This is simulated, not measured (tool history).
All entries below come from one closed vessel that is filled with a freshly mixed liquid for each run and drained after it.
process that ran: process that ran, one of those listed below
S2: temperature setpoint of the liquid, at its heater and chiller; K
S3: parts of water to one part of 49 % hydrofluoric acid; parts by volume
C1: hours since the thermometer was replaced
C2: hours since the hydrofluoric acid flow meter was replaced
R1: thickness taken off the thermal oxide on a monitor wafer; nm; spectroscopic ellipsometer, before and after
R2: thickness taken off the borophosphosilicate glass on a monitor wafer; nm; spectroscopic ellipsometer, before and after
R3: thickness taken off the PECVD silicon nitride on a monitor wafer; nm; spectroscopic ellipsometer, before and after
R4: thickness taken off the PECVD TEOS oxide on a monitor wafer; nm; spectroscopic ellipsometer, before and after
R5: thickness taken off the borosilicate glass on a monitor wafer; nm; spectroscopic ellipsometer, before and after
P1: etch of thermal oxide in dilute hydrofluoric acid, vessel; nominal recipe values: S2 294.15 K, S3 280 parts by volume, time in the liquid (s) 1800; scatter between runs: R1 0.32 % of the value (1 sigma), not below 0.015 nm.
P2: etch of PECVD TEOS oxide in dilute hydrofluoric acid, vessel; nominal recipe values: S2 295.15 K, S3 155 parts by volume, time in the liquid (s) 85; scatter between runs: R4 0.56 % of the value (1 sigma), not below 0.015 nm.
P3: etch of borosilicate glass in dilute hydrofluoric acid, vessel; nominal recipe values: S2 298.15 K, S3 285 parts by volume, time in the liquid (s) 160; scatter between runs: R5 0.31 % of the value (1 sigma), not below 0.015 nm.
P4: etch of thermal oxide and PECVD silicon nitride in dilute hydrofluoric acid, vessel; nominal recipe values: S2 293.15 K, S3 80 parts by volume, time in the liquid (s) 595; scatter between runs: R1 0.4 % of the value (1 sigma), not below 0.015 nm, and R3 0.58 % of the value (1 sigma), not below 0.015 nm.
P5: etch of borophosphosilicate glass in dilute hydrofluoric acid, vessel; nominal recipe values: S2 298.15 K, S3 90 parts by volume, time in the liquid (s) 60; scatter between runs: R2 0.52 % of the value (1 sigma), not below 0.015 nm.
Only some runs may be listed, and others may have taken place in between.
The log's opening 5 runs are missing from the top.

run 6 day=2.083 | process_that_ran=P1 S2=300.65 S3=280 time_in_the_liquid_(s)=1800 | C1=758.1 C2=2023.5 | R1=28.346
run 7 day=2.371 | process_that_ran=P2 S2=291.15 S3=155 time_in_the_liquid_(s)=85 | C1=765 C2=2030.4 | R4=7.4965
run 8 day=2.688 | process_that_ran=P5 S2=298.15 S3=90 time_in_the_liquid_(s)=60 | C1=772.6 C2=2038 | R2=32.76
run 9 day=3.017 | process_that_ran=P4 S2=293.15 S3=80 time_in_the_liquid_(s)=595 | C1=780.5 C2=2045.9 | R1=29.714 R3=9.8651
run 10 day=3.425 | process_that_ran=P2 S2=295.15 S3=155 time_in_the_liquid_(s)=135 | C1=790.3 C2=2055.7 | R4=13.777
run 11 day=3.854 | process_that_ran=P1 S2=294.15 S3=280 time_in_the_liquid_(s)=1800 | C1=800.6 C2=2066 | R1=22.596
run 12 day=4.171 | process_that_ran=P1 S2=294.15 S3=280 time_in_the_liquid_(s)=355 | C1=808.2 C2=2073.6 | R1=4.4507
run 13 day=4.475 | process_that_ran=P3 S2=298.15 S3=285 time_in_the_liquid_(s)=160 | C1=815.5 C2=2080.9 | R5=16.721
run 14 day=4.842 | process_that_ran=P1 S2=294.15 S3=280 time_in_the_liquid_(s)=1800 | C1=824.3 C2=2089.7 | R1=22.592
run 15 day=5.15 | process_that_ran=P1 S2=294.15 S3=480 time_in_the_liquid_(s)=1800 | C1=831.7 C2=2097.1 | R1=11.086
run 16 day=5.525 | process_that_ran=P3 S2=298.15 S3=285 time_in_the_liquid_(s)=30 | C1=840.7 C2=2106.1 | R5=3.1001
run 17 day=5.758 | process_that_ran=P1 S2=290.15 S3=280 time_in_the_liquid_(s)=1800 | C1=846.3 C2=2111.7 | R1=19.387
run 18 day=6.042 | process_that_ran=P2 S2=295.15 S3=155 time_in_the_liquid_(s)=85 | C1=853.1 C2=2118.5 | R4=8.7806
run 19 day=6.421 | process_that_ran=P1 S2=294.15 S3=280 time_in_the_liquid_(s)=3440 | C1=862.2 C2=2127.6 | R1=43.048
run 20 day=6.896 | process_that_ran=P1 S2=294.15 S3=135 time_in_the_liquid_(s)=405 | C1=873.6 C2=2139 | R1=12.273
run 21 day=7.217 | process_that_ran=P4 S2=293.15 S3=30 time_in_the_liquid_(s)=595 | C1=881.3 C2=2146.7 | R1=84.21 R3=25.678
run 22 day=7.688 | process_that_ran=P1 S2=294.15 S3=280 time_in_the_liquid_(s)=1800 | C1=892.6 C2=2158 | R1=22.621
run 23 day=8.1 | process_that_ran=P3 S2=298.15 S3=285 time_in_the_liquid_(s)=160 | C1=902.5 C2=2167.9 | R5=16.624

What will run 24 give?
run 24 day=8.425 | process_that_ran=P2 S2=295.15 S3=285 time_in_the_liquid_(s)=85 | C1=910.3 C2=2175.7 | R4=?

{"run 24": {"R4": 4.1844}}

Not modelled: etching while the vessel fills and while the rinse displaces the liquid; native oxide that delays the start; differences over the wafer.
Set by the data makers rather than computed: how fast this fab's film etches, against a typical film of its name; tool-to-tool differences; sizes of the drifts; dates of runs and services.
